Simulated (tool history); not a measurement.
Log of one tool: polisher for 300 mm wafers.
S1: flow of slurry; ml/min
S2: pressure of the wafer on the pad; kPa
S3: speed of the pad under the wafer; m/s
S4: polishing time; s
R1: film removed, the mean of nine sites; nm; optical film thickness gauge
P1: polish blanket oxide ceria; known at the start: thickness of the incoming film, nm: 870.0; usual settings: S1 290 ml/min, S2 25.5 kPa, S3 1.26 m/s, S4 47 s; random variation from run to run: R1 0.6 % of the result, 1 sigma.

run	day	S1	S2	S3	S4	R1
1	0.329	290	25.5	1.26	47	285.61
2	0.779	290	25.5	0.58	47	132.35
3	1.017	290	25.5	1.26	47	284.64
4	1.354	290	25.5	1.26	47	286.47
5	1.612	290	25.5	1.26	47	284.50
6	1.858	290	25.5	1.26	27	165.51
7	2.304	290	13.8	1.26	47	155.92
8	2.533	175	25.5	1.26	47	270.46
9	2.992	175	25.5	1.76	47	375.54
10	3.392	290	25.5	1.26	64	393.78
11	3.600	290	35.9	1.26	47	405.08
12	4.042	290	25.5	1.98	47	455.14
# day 4.150: slurry nozzle cleaned
13	4.300	405	25.5	1.26	47	297.14
14	4.546	290	25.5	1.26	47	287.10
15	4.850	290	16.5	1.76	47	260.65
16	5.279	290	25.5	1.26	47	285.29
17	5.592	290	25.5	1.26	47	283.81
18	5.971	290	25.5	1.26	47	279.24
19	6.312	290	25.5	1.26	47	278.54
# day 6.442: worn pad replaced by a new one
20	6.604	290	25.5	1.26	47	277.27
21	7.012	290	25.5	1.26	47	276.61

Run 22 comes next. What will it give?
22	7.304	290	25.5	1.26	47	?

Run 22 gave R1 277.97 nm.
